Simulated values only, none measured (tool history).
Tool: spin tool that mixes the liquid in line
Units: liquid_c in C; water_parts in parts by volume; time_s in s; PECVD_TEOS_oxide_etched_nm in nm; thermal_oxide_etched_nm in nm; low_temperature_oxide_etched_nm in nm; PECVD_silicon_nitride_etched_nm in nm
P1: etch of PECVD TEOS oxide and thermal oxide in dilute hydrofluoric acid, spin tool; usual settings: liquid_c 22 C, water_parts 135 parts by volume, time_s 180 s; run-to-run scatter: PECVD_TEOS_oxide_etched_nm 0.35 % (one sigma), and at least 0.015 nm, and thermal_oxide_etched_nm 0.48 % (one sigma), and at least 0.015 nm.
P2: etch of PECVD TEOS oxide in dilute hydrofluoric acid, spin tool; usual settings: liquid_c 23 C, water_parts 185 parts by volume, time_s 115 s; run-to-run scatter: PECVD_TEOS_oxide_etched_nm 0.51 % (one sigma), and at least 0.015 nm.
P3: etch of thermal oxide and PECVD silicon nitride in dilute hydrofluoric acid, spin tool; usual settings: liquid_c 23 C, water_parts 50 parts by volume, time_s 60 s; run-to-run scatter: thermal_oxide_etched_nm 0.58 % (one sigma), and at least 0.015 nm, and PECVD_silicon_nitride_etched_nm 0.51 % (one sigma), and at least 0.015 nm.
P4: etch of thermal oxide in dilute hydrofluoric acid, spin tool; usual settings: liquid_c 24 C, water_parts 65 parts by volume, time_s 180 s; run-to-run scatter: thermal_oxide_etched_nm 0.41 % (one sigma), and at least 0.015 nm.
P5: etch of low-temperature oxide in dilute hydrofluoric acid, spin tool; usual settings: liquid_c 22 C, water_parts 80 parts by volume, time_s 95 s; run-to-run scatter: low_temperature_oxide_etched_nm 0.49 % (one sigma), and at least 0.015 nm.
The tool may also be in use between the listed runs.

run,hour,process,liquid_c,water_parts,time_s,PECVD_TEOS_oxide_etched_nm,thermal_oxide_etched_nm,low_temperature_oxide_etched_nm,PECVD_silicon_nitride_etched_nm
1,10.6,P1,22,135,180,10.741,5.5697,,
2,19.8,P5,18,80,95,,,21.376,
3,30.4,P4,24,100,180,,8.5061,,
4,43.5,P1,22,135,180,10.637,5.624,,
5,55.5,P1,17,230,180,4.6994,2.4124,,
6,63.5,P1,22,135,180,10.747,5.5569,,
7,78.9,P3,19,50,60,,4.9071,,4.5064
8,96.3,P4,29,65,180,,16.812,,
9,106.1,P1,22,135,180,10.678,5.5792,,
10,115.1,P4,24,65,45,,3.3921,,
11,126.9,P4,24,65,180,,13.861,,
12,134.8,P1,22,135,325,19.189,10.047,,
13,150.6,P2,23,185,115,8.2713,,,
14,158.5,P3,23,50,25,,2.3651,,2.4871
15,166,P2,23,185,15,1.0538,,,
16,182.4,P2,17,185,115,6.5624,,,
17,198.4,P1,22,135,180,10.694,5.5217,,
18,211.5,P1,22,135,180,10.653,5.5426,,
19,227.5,P3,23,25,60,,12.005,,11.714
20,238.2,P1,17,135,180,8.7459,4.5277,,
21,250.1,P1,22,80,180,19.195,9.9382,,
22,263.2,P5,22,80,95,,,25.303,
23,271.9,P2,23,70,115,25.06,,,
24,289.2,P5,22,25,95,,,87.096,
25,305.1,P1,27,135,180,12.883,6.6775,,
26,320.8,P1,22,70,335,41.32,21.281,,
27,333.1,P1,22,245,180,5.2819,2.7226,,
28,347,P5,22,80,15,,,3.9718,
29,360.2,P1,29,135,320,24.811,12.882,,
30,370.4,P4,24,65,180,,13.857,,
31,382.2,P3,23,50,60,,5.8255,,5.9768
32,396.6,P1,22,135,60,3.5728,1.8444,,
33,412,P3,23,50,60,,5.7477,,5.9459
34,420.5,P5,22,80,95,,,25.399,
35,436.2,P1,22,135,180,10.65,5.5011,,
36,449.2,P1,22,135,180,10.295,5.3637,,
37,458.6,P1,22,135,180,10.147,5.2906,,
38,467.8,P1,22,135,180,10.031,5.2229,,
39,485.1,P1,22,135,180,9.9258,5.1137,,
40,493.9,P1,22,135,180,9.8373,5.1246,,
41,510.6,P1,22,135,180,9.7522,5.0653,,
42,522.7,P1,22,135,180,9.784,5.1142,,
43,536.8,P1,22,135,180,9.8062,5.072,,
44,550.7,P1,22,135,180,9.6613,5.0022,,
45,564.3,P1,22,135,180,9.7617,5.0224,,

What P1 gives has crept away from where it was. These 2 causes fit the log equally well, each at the size given:
A: hydrofluoric acid flow below the setpoint (%) = 7.93
B: liquid colder than its thermometer reads (K) = 2.4
The creep began at about hour 436.2.

4 check runs are offered, one wafer each, their results left as question marks. Which one tells the causes apart?
check 1,577.9,P5,22,80,95,,,?,
check 2,577.9,P2,23,185,115,?,,,
check 3,577.9,P3,23,50,60,,?,,?
check 4,577.9,P4,24,65,180,,?,,

What each check would give under each cause:
check,result,if A,if B
check 1,low_temperature_oxide_etched_nm,23.15,22.958
check 2,PECVD_TEOS_oxide_etched_nm,7.4943,7.5526
check 3,thermal_oxide_etched_nm,5.3089,5.2442
check 3,PECVD_silicon_nitride_etched_nm,5.4876,5.047
check 4,thermal_oxide_etched_nm,12.611,12.502
How far apart the two closest causes lie, in the result that separates them most: check 1 0.83 %; check 2 0.78 %; check 3 8.37 %; check 4 0.87 %
Check 3 tells the causes apart: in the others they would give nearly the same result.

Then check 3 was run and gave: thermal_oxide_etched_nm 5.3136 nm; PECVD_silicon_nitride_etched_nm 5.5254 nm. Which cause is it?

It is A: hydrofluoric acid flow below the setpoint (%).
